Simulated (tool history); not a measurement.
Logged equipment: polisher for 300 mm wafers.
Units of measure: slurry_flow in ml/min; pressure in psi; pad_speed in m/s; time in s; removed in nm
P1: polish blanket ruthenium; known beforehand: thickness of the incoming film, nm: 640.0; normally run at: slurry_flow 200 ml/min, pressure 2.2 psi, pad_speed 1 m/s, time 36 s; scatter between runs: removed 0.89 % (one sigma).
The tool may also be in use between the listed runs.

| run | hour | slurry_flow | pressure | pad_speed | time | wafers polished on this pad | hours since the slurry nozzle was cleaned | hours since the head pressure was calibrated | removed |
|---|---|---|---|---|---|---|---|---|---|
| 1 | 15.5 | 200 | 2.2 | 1 | 36 | 1353 | 178.4 | 343.4 | 45.694 |
| 2 | 32.5 | 200 | 2.2 | 1.28 | 21 | 1621 | 195.4 | 360.4 | 34 |
| 3 | 46.5 | 200 | 2.2 | 0.5 | 36 | 1842 | 209.4 | 374.4 | 22.735 |
| 4 | 59.3 | 200 | 2.2 | 1 | 50 | 2044 | 222.2 | 387.2 | 63.305 |
| 5 | 76.9 | 310 | 2.2 | 1 | 56 | 2321 | 239.8 | 404.8 | 75.312 |
| 6 | 86 | 300 | 2.2 | 1 | 36 | 2465 | 248.9 | 413.9 | 47.425 |
| 7 | 97 | 200 | 2.2 | 1 | 36 | 2639 | 259.9 | 424.9 | 45.919 |
| 8 | 109.5 | 200 | 2.2 | 1 | 36 | 2836 | 272.4 | 437.4 | 45.132 |
| 9 | 123.7 | 200 | 3.5 | 1 | 36 | 3060 | 286.6 | 451.6 | 73.023 |
| 10 | 136 | 200 | 2.2 | 1.42 | 36 | 3254 | 298.9 | 463.9 | 64.534 |
| 11 | 151 | 200 | 1 | 1 | 18 | 3491 | 313.9 | 478.9 | 10.484 |
| 12 | 159.2 | 200 | 1.1 | 1 | 36 | 3620 | 322.1 | 487.1 | 22.731 |
| 13 | 175.8 | 200 | 2.2 | 1 | 36 | 3882 | 338.7 | 503.7 | 46.174 |
| 14 | 192.7 | 200 | 2.2 | 1 | 36 | 4149 | 355.6 | 520.6 | 45.546 |
| 15 | 201.7 | 120 | 2.2 | 1 | 36 | 4291 | 364.6 | 529.6 | 43.001 |
| 16 | 215.8 | 200 | 2.2 | 1 | 19 | 4513 | 378.7 | 543.7 | 24.242 |
| 17 | 224 | 200 | 2.2 | 1 | 36 | 4642 | 386.9 | 551.9 | 46.195 |
| 18 | 231.9 | 200 | 2.2 | 1 | 36 | 4767 | 394.8 | 559.8 | 44.315 |
| 19 | 247 | 200 | 2.2 | 1 | 36 | 5005 | 409.9 | 574.9 | 43.901 |
| 20 | 261 | 200 | 2.2 | 1 | 36 | 5226 | 423.9 | 588.9 | 43.882 |
| 21 | 270 | 200 | 2.2 | 1 | 36 | 5368 | 432.9 | 597.9 | 42.24 |
| 22 | 279.6 | 200 | 2.2 | 1 | 36 | 5520 | 442.5 | 607.5 | 43.076 |
|  | 282.2 | worn pad replaced by a new one |
| 23 | 292.2 | 200 | 2.2 | 1 | 36 | 158 | 455.1 | 620.1 | 42.845 |
| 24 | 304.6 | 200 | 2.2 | 1 | 36 | 354 | 467.5 | 632.5 | 43.14 |
| 25 | 314.9 | 200 | 2.2 | 1 | 36 | 516 | 477.8 | 642.8 | 42.308 |

Something has made what P1 gives creep away from where it was; the 2 causes below, each at its own stated size, fit the log equally well:
A: slurry flow missing at the pad, % = 36.1
B: head's pressure below its setpoint, % = 7.1
At approximately hour 224, the process output began to creep.
The rest of the possible causes, and what rules out each one:
removal rate lost through wear of the pad, %: was serviced at hour 282.2, once the creep was under way, yet the earlier output never came back

The list below offers 4 check runs, each averaging the results of 3 wafers, and shows each result as a question mark. For which of them would the listed causes give clearly different results?
| check 1 | 325.2 | 200 | 2.2 | 1 | 20 |  |  |  | ? |
| check 2 | 325.2 | 200 | 3.1 | 1 | 20 |  |  |  | ? |
| check 3 | 325.2 | 120 | 2.2 | 1 | 36 |  |  |  | ? |
| check 4 | 325.2 | 200 | 2.2 | 0.52 | 36 |  |  |  | ? |

Predicted outcomes, by check and by cause:
| check | result | if A | if B |
|---|---|---|---|
| check 1 | removed | 23.636 | 23.639 |
| check 2 | removed | 33.305 | 33.31 |
| check 3 | removed | 37.363 | 39.012 |
| check 4 | removed | 22.123 | 22.126 |
Per-check spread between the two closest causes, in the result where they differ most: check 1 0.01 %; check 2 0.01 %; check 3 4.32 %; check 4 0.01 %
Check 3 distinguishes between the causes, while the remaining checks would return nearly the same result for all of them.

The results of check 3 are: removed 38.881 nm. Based on these, which of the listed causes is it?

The correct cause is B, namely: head's pressure below its setpoint, %.
